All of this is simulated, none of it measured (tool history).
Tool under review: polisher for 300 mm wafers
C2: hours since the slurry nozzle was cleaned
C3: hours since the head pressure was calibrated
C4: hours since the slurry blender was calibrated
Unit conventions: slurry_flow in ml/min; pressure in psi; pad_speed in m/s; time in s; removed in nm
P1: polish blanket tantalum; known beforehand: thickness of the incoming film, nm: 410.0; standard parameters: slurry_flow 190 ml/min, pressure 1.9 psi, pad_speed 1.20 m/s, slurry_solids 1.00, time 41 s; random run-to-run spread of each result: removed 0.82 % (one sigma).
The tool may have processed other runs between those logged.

run 1 day=0.167 | slurry_flow=190 pressure=1.9 pad_speed=1.20 slurry_solids=1.00 time=41 | wafers_polished_on_this_pad=822 C2=201.1 C3=49.4 C4=84.0 | removed=93.962
run 2 day=0.338 | slurry_flow=190 pressure=0.9 pad_speed=1.20 slurry_solids=1.00 time=41 | wafers_polished_on_this_pad=857 C2=205.2 C3=53.5 C4=88.1 | removed=44.218
run 3 day=0.588 | slurry_flow=190 pressure=1.9 pad_speed=1.20 slurry_solids=1.00 time=41 | wafers_polished_on_this_pad=909 C2=211.2 C3=59.5 C4=94.1 | removed=92.265
run 4 day=0.825 | slurry_flow=190 pressure=1.9 pad_speed=1.20 slurry_solids=1.00 time=18 | wafers_polished_on_this_pad=959 C2=216.9 C3=65.2 C4=99.8 | removed=40.769
run 5 day=1.050 | slurry_flow=190 pressure=1.9 pad_speed=1.20 slurry_solids=1.25 time=41 | wafers_polished_on_this_pad=1006 C2=222.3 C3=70.6 C4=105.2 | removed=98.280
run 6 day=1.329 | slurry_flow=190 pressure=2.7 pad_speed=1.20 slurry_solids=1.00 time=41 | wafers_polished_on_this_pad=1064 C2=229.0 C3=77.3 C4=111.9 | removed=131.620
run 7 day=1.562 | slurry_flow=190 pressure=1.9 pad_speed=1.20 slurry_solids=1.00 time=56 | wafers_polished_on_this_pad=1113 C2=234.6 C3=82.9 C4=117.5 | removed=125.300
run 8 day=1.862 | slurry_flow=190 pressure=2.8 pad_speed=1.20 slurry_solids=1.00 time=59 | wafers_polished_on_this_pad=1175 C2=241.8 C3=90.1 C4=124.7 | removed=196.580
run 9 day=2.196 | slurry_flow=190 pressure=1.9 pad_speed=0.62 slurry_solids=1.00 time=41 | wafers_polished_on_this_pad=1245 C2=249.8 C3=98.1 C4=132.7 | removed=47.341
-- day=2.271 head pressure recalibrated
run 10 day=2.542 | slurry_flow=190 pressure=1.9 pad_speed=1.20 slurry_solids=1.00 time=41 | wafers_polished_on_this_pad=1317 C2=258.1 C3=6.5 C4=141.0 | removed=90.734
run 11 day=2.796 | slurry_flow=190 pressure=1.9 pad_speed=1.90 slurry_solids=1.00 time=41 | wafers_polished_on_this_pad=1370 C2=264.2 C3=12.6 C4=147.1 | removed=145.770
run 12 day=3.046 | slurry_flow=190 pressure=1.9 pad_speed=1.20 slurry_solids=1.00 time=41 | wafers_polished_on_this_pad=1422 C2=270.2 C3=18.6 C4=153.1 | removed=93.039
run 13 day=3.404 | slurry_flow=190 pressure=1.9 pad_speed=0.66 slurry_solids=1.00 time=56 | wafers_polished_on_this_pad=1497 C2=278.8 C3=27.2 C4=161.7 | removed=69.173
run 14 day=3.754 | slurry_flow=190 pressure=1.9 pad_speed=1.20 slurry_solids=1.00 time=41 | wafers_polished_on_this_pad=1570 C2=287.2 C3=35.6 C4=170.1 | removed=91.531
run 15 day=4.008 | slurry_flow=190 pressure=1.9 pad_speed=1.20 slurry_solids=1.00 time=41 | wafers_polished_on_this_pad=1623 C2=293.3 C3=41.7 C4=176.2 | removed=91.892
run 16 day=4.367 | slurry_flow=290 pressure=1.9 pad_speed=1.20 slurry_solids=1.00 time=41 | wafers_polished_on_this_pad=1697 C2=301.9 C3=50.3 C4=184.8 | removed=96.989
run 17 day=4.608 | slurry_flow=190 pressure=1.9 pad_speed=1.20 slurry_solids=0.50 time=41 | wafers_polished_on_this_pad=1748 C2=307.7 C3=56.1 C4=190.6 | removed=71.737
run 18 day=4.946 | slurry_flow=115 pressure=1.9 pad_speed=1.20 slurry_solids=1.00 time=41 | wafers_polished_on_this_pad=1818 C2=315.8 C3=64.2 C4=198.7 | removed=84.373
run 19 day=5.233 | slurry_flow=190 pressure=1.9 pad_speed=1.20 slurry_solids=1.00 time=41 | wafers_polished_on_this_pad=1878 C2=322.7 C3=71.1 C4=205.6 | removed=92.026
run 20 day=5.429 | slurry_flow=190 pressure=1.9 pad_speed=1.20 slurry_solids=1.00 time=41 | wafers_polished_on_this_pad=1919 C2=327.4 C3=75.8 C4=210.3 | removed=89.158
run 21 day=5.650 | slurry_flow=190 pressure=1.9 pad_speed=1.20 slurry_solids=1.00 time=41 | wafers_polished_on_this_pad=1965 C2=332.7 C3=81.1 C4=215.6 | removed=88.158
run 22 day=6.004 | slurry_flow=190 pressure=1.9 pad_speed=1.20 slurry_solids=1.00 time=41 | wafers_polished_on_this_pad=2039 C2=341.2 C3=89.6 C4=224.1 | removed=87.772
run 23 day=6.317 | slurry_flow=190 pressure=1.9 pad_speed=1.20 slurry_solids=1.00 time=41 | wafers_polished_on_this_pad=2104 C2=348.7 C3=97.1 C4=231.6 | removed=87.104
-- day=6.342 worn pad replaced by a new one
-- day=6.425 slurry blender recalibrated
run 24 day=6.650 | slurry_flow=190 pressure=1.9 pad_speed=1.20 slurry_solids=1.00 time=41 | wafers_polished_on_this_pad=64 C2=356.7 C3=105.1 C4=5.4 | removed=85.275
run 25 day=7.025 | slurry_flow=190 pressure=1.9 pad_speed=1.20 slurry_solids=1.00 time=41 | wafers_polished_on_this_pad=142 C2=365.7 C3=114.1 C4=14.4 | removed=85.202

P1 has crept away from where it was. The log is fitted equally well by each of these 2 causes, at the sizes shown:
A: head's pressure below its setpoint, % = 7.36
B: slurry flow missing at the pad, % = 36
The creep began at about day 5.233.
Every other cause this tool's parts could produce, and why it does not fit the log:
removal rate lost through wear of the pad, %: its service at day 6.342 followed the start of the drift and did not put the process back to its old value
abrasive missing from the slurry, %: its service at day 6.425 followed the start of the drift and did not put the process back to its old value

Which of the 4 check runs listed below, each an average over 2 wafers with its results shown as question marks, gives clearly different results under the different listed causes?
run check 1 day=7.400 | slurry_flow=190 pressure=1.0 pad_speed=1.86 slurry_solids=1.00 time=41 | removed=?
run check 2 day=7.400 | slurry_flow=115 pressure=1.9 pad_speed=1.20 slurry_solids=1.00 time=41 | removed=?
run check 3 day=7.400 | slurry_flow=190 pressure=1.9 pad_speed=1.20 slurry_solids=1.20 time=55 | removed=?
run check 4 day=7.400 | slurry_flow=190 pressure=1.3 pad_speed=1.20 slurry_solids=0.70 time=41 | removed=?

What every check run would give for each of its results, assuming each possible cause in turn:
check=check_1 result=removed if_A=69.882 if_B=69.883
check=check_2 result=removed if_A=78.415 if_B=75.072
check=check_3 result=removed if_A=120.660 if_B=120.660
check=check_4 result=removed if_A=52.217 if_B=52.217
Minimum pairwise separation of causes per check, each pair taken at its best-separating result: check 1 0 %; check 2 4.36 %; check 3 0 %; check 4 0 %
Only check 2 tells the causes apart: in the others they would give nearly the same result.

After running check 2, the following was obtained: removed 78.496 nm. Which cause does this point to?

It is A: head's pressure below its setpoint, %.
